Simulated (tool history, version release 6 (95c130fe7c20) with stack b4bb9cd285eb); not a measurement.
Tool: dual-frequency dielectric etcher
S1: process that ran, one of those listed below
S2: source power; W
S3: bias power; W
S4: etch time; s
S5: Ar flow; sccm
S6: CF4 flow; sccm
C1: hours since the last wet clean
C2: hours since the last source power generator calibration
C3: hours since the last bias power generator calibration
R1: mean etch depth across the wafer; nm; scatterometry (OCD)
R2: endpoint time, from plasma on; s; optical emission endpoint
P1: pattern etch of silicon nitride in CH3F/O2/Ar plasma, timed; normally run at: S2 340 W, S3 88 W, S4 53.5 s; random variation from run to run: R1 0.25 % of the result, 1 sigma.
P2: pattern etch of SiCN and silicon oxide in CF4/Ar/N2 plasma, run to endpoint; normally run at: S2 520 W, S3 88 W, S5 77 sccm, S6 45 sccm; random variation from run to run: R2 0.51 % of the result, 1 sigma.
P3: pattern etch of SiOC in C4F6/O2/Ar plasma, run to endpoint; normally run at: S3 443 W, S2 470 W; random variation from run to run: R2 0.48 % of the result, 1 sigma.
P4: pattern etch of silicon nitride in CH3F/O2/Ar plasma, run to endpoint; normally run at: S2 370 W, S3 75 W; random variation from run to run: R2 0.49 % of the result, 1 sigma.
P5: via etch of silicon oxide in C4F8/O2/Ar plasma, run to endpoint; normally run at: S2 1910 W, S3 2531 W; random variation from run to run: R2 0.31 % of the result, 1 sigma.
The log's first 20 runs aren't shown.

run 21 hour=208.8 | S1=P3 S2=670 S3=443 | C1=302.2 C2=1199.9 C3=403.3 | R2=12.573
run 22 hour=219 | S1=P5 S2=1910 S3=2531 | C1=312.4 C2=1210.1 C3=413.5 | R2=318.91
run 23 hour=230.3 | S1=P1 S2=340 S3=88 S4=37 | C1=323.7 C2=1221.4 C3=424.8 | R1=25.847
run 24 hour=239.8 | S1=P1 S2=430 S3=88 S4=53.5 | C1=333.2 C2=1230.9 C3=434.3 | R1=40.938
run 25 hour=251.4 | S1=P2 S2=650 S3=88 S5=77 S6=45 | C1=344.8 C2=1242.5 C3=445.9 | R2=9.832
run 26 hour=258.2 | S1=P4 S2=460 S3=75 | C1=351.6 C2=1249.3 C3=452.7 | R2=33.52
run 27 hour=266.5 | S1=P4 S2=370 S3=75 | C1=359.9 C2=1257.6 C3=461 | R2=36.387
run 28 hour=277 | S1=P2 S2=520 S3=88 S5=107 S6=45 | C1=370.4 C2=1268.1 C3=471.5 | R2=12.53
run 29 hour=283 | S1=P5 S2=1910 S3=3201 | C1=376.4 C2=1274.1 C3=477.5 | R2=297.24
run 30 hour=295.3 | S1=P1 S2=340 S3=109 S4=53.5 | C1=388.7 C2=1286.4 C3=489.8 | R1=40.49
run 31 hour=307.5 | S1=P3 S2=470 S3=443 | C1=400.9 C2=1298.6 C3=502 | R2=14.432
run 32 hour=319.3 | S1=P1 S2=340 S3=88 S4=53.5 | C1=412.7 C2=1310.4 C3=513.8 | R1=37.454

The next listed run, before its measurement:
run 33 hour=330.5 | S1=P1 S2=340 S3=88 S4=53.5 | C1=423.9 C2=1321.6 C3=525 | R1=?

Run 33 gave R1 37.232 nm.
